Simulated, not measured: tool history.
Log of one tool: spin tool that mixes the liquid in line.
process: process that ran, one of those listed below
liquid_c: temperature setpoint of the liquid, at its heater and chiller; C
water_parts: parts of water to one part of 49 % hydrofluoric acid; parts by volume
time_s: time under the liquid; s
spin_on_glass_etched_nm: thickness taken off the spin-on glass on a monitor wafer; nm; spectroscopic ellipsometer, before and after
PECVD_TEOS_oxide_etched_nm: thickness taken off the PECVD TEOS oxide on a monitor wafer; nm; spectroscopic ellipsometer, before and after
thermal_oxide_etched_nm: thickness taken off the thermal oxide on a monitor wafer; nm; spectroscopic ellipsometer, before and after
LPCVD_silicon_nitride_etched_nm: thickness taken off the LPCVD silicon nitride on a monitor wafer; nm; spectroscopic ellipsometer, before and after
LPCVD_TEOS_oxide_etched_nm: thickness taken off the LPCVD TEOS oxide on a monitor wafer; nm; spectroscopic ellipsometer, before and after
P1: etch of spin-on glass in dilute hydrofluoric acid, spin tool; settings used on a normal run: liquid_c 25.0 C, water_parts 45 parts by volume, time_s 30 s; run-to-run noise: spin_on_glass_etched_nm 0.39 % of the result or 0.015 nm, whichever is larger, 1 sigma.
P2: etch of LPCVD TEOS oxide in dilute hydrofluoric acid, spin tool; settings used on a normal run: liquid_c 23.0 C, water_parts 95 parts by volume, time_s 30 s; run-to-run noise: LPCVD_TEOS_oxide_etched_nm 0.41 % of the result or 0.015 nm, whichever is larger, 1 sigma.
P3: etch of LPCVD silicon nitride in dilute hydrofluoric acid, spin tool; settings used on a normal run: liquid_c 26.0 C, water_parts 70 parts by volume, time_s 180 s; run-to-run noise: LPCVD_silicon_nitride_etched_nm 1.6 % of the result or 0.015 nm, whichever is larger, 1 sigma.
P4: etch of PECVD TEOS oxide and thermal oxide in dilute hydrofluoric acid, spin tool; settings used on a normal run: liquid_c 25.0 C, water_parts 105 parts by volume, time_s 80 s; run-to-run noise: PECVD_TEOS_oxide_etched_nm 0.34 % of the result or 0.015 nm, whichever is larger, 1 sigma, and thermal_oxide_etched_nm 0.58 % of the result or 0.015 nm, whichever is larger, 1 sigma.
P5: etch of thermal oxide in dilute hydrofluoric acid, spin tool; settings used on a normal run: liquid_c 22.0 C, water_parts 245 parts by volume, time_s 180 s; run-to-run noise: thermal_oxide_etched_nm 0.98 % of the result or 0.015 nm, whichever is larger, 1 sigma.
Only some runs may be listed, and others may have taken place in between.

| run | hour | process | liquid_c | water_parts | time_s | hours since the thermometer was replaced | hours since the hydrofluoric acid flow meter was replaced | spin_on_glass_etched_nm | PECVD_TEOS_oxide_etched_nm | thermal_oxide_etched_nm | LPCVD_silicon_nitride_etched_nm | LPCVD_TEOS_oxide_etched_nm |
|---|---|---|---|---|---|---|---|---|---|---|---|---|
| 1 | 14.3 | P1 | 25.0 | 45 | 30 | 358.9 | 787.2 | 51.043 |  |  |  |  |
| 2 | 26.8 | P4 | 29.5 | 105 | 80 | 371.4 | 799.7 |  | 11.6140 | 4.24710 |  |  |
|  | 37.1 | thermometer replaced |
| 3 | 39.4 | P1 | 25.0 | 65 | 15 | 2.3 | 812.3 | 17.322 |  |  |  |  |
| 4 | 52.1 | P5 | 22.0 | 245 | 180 | 15.0 | 825.0 |  |  | 2.85850 |  |  |
| 5 | 62.4 | P1 | 25.0 | 45 | 30 | 25.3 | 835.3 | 51.363 |  |  |  |  |
| 6 | 75.8 | P4 | 25.0 | 105 | 15 | 38.7 | 848.7 |  | 1.8517 | 0.67336 |  |  |
| 7 | 82.2 | P1 | 25.0 | 25 | 30 | 45.1 | 855.1 | 95.105 |  |  |  |  |
| 8 | 96.2 | P3 | 26.0 | 70 | 180 | 59.1 | 869.1 |  |  |  | 1.5634 |  |
| 9 | 103.0 | P2 | 23.0 | 95 | 55 | 65.9 | 875.9 |  |  |  |  | 19.4930 |
| 10 | 116.4 | P5 | 22.0 | 245 | 15 | 79.3 | 889.3 |  |  | 0.23503 |  |  |
| 11 | 127.7 | P5 | 22.0 | 85 | 180 | 90.6 | 900.6 |  |  | 9.69420 |  |  |
| 12 | 141.5 | P3 | 26.0 | 70 | 350 | 104.4 | 914.4 |  |  |  | 3.1094 |  |
| 13 | 148.9 | P1 | 25.0 | 45 | 30 | 111.8 | 921.8 | 51.248 |  |  |  |  |
| 14 | 163.0 | P5 | 17.0 | 245 | 180 | 125.9 | 935.9 |  |  | 2.32790 |  |  |
| 15 | 176.2 | P3 | 20.5 | 70 | 180 | 139.1 | 949.1 |  |  |  | 1.0801 |  |
| 16 | 185.6 | P4 | 25.0 | 30 | 80 | 148.5 | 958.5 |  | 38.1740 | 13.88300 |  |  |
| 17 | 193.6 | P5 | 22.0 | 245 | 180 | 156.5 | 966.5 |  |  | 2.81240 |  |  |
| 18 | 201.4 | P1 | 25.0 | 45 | 50 | 164.3 | 974.3 | 85.765 |  |  |  |  |
| 19 | 209.9 | P3 | 26.0 | 100 | 180 | 172.8 | 982.8 |  |  |  | 1.1064 |  |
| 20 | 218.8 | P1 | 17.5 | 45 | 30 | 181.7 | 991.7 | 37.286 |  |  |  |  |
| 21 | 230.4 | P1 | 29.5 | 45 | 30 | 193.3 | 1003.3 | 61.368 |  |  |  |  |
| 22 | 242.3 | P2 | 23.0 | 35 | 30 | 205.2 | 1015.2 |  |  |  |  | 30.8640 |
| 23 | 256.3 | P2 | 23.0 | 95 | 30 | 219.2 | 1029.2 |  |  |  |  | 10.6140 |
| 24 | 268.5 | P1 | 25.0 | 65 | 30 | 231.4 | 1041.4 | 34.766 |  |  |  |  |
| 25 | 281.8 | P2 | 17.0 | 95 | 30 | 244.7 | 1054.7 |  |  |  |  | 8.3296 |
| 26 | 291.0 | P2 | 23.0 | 95 | 30 | 253.9 | 1063.9 |  |  |  |  | 10.5810 |
| 27 | 299.4 | P1 | 25.0 | 45 | 30 | 262.3 | 1072.3 | 51.467 |  |  |  |  |
| 28 | 311.2 | P1 | 25.0 | 45 | 15 | 274.1 | 1084.1 | 25.502 |  |  |  |  |
| 29 | 319.6 | P4 | 25.0 | 105 | 80 | 282.5 | 1092.5 |  | 9.8743 | 3.61210 |  |  |
| 30 | 332.8 | P1 | 25.0 | 20 | 15 | 295.7 | 1105.7 | 60.168 |  |  |  |  |
| 31 | 341.9 | P1 | 25.0 | 45 | 30 | 304.8 | 1114.8 | 51.379 |  |  |  |  |
| 32 | 355.3 | P3 | 26.0 | 70 | 180 | 318.2 | 1128.2 |  |  |  | 1.5743 |  |
| 33 | 363.5 | P1 | 25.0 | 45 | 30 | 326.4 | 1136.4 | 51.564 |  |  |  |  |
| 34 | 371.6 | P1 | 25.0 | 45 | 30 | 334.5 | 1144.5 | 49.764 |  |  |  |  |
| 35 | 378.9 | P1 | 25.0 | 45 | 30 | 341.8 | 1151.8 | 48.952 |  |  |  |  |
| 36 | 387.1 | P1 | 25.0 | 45 | 30 | 350.0 | 1160.0 | 48.233 |  |  |  |  |
| 37 | 395.3 | P1 | 25.0 | 45 | 30 | 358.2 | 1168.2 | 47.763 |  |  |  |  |
| 38 | 402.9 | P1 | 25.0 | 45 | 30 | 365.8 | 1175.8 | 47.345 |  |  |  |  |
| 39 | 416.1 | P1 | 25.0 | 45 | 30 | 379.0 | 1189.0 | 47.107 |  |  |  |  |
| 40 | 422.5 | P1 | 25.0 | 45 | 30 | 385.4 | 1195.4 | 46.921 |  |  |  |  |
| 41 | 431.1 | P1 | 25.0 | 45 | 30 | 394.0 | 1204.0 | 46.609 |  |  |  |  |
| 42 | 444.7 | P1 | 25.0 | 45 | 30 | 407.6 | 1217.6 | 46.796 |  |  |  |  |

The log shows P1 creeping away from where it was. Any of the 2 causes listed here, at the size stated for it, fits the log just as well as the others:
A: liquid colder than its thermometer reads (K) = 2.25
B: hydrofluoric acid flow below the setpoint (%) = 8.36
The drift started at roughly hour 363.5.

Consider the 4 check runs below, whose results appear as question marks and each of which averages 5 wafers. Which one distinguishes the causes, in that each cause would give it a clearly different result?
| check 1 | 458.3 | P5 | 18.5 | 90 | 180 |  |  |  |  | ? |  |  |
| check 2 | 458.3 | P3 | 21.0 | 70 | 335 |  |  |  |  |  | ? |  |
| check 3 | 458.3 | P4 | 25.0 | 30 | 50 |  |  |  | ? | ? |  |  |
| check 4 | 458.3 | P2 | 19.0 | 95 | 45 |  |  |  |  |  |  | ? |

Outcome of each check run for each possible cause:
| check | result | if A | if B |
|---|---|---|---|
| check 1 | thermal_oxide_etched_nm | 7.12910 | 7.12160 |
| check 2 | LPCVD_silicon_nitride_etched_nm | 1.7669 | 1.8946 |
| check 3 | PECVD_TEOS_oxide_etched_nm | 21.5940 | 21.6600 |
| check 3 | thermal_oxide_etched_nm | 7.91610 | 7.94020 |
| check 4 | LPCVD_TEOS_oxide_etched_nm | 12.2970 | 12.2690 |
Per-check spread between the two closest causes, in the result where they differ most: check 1 0.1 %; check 2 6.98 %; check 3 0.3 %; check 4 0.23 %
Check 2 tells the causes apart: in the others they would give nearly the same result.

Check 2 was carried out, with these results: LPCVD_silicon_nitride_etched_nm 1.7906 nm. Which of the listed causes is responsible?

Of the candidate causes, it is A: liquid colder than its thermometer reads (K).

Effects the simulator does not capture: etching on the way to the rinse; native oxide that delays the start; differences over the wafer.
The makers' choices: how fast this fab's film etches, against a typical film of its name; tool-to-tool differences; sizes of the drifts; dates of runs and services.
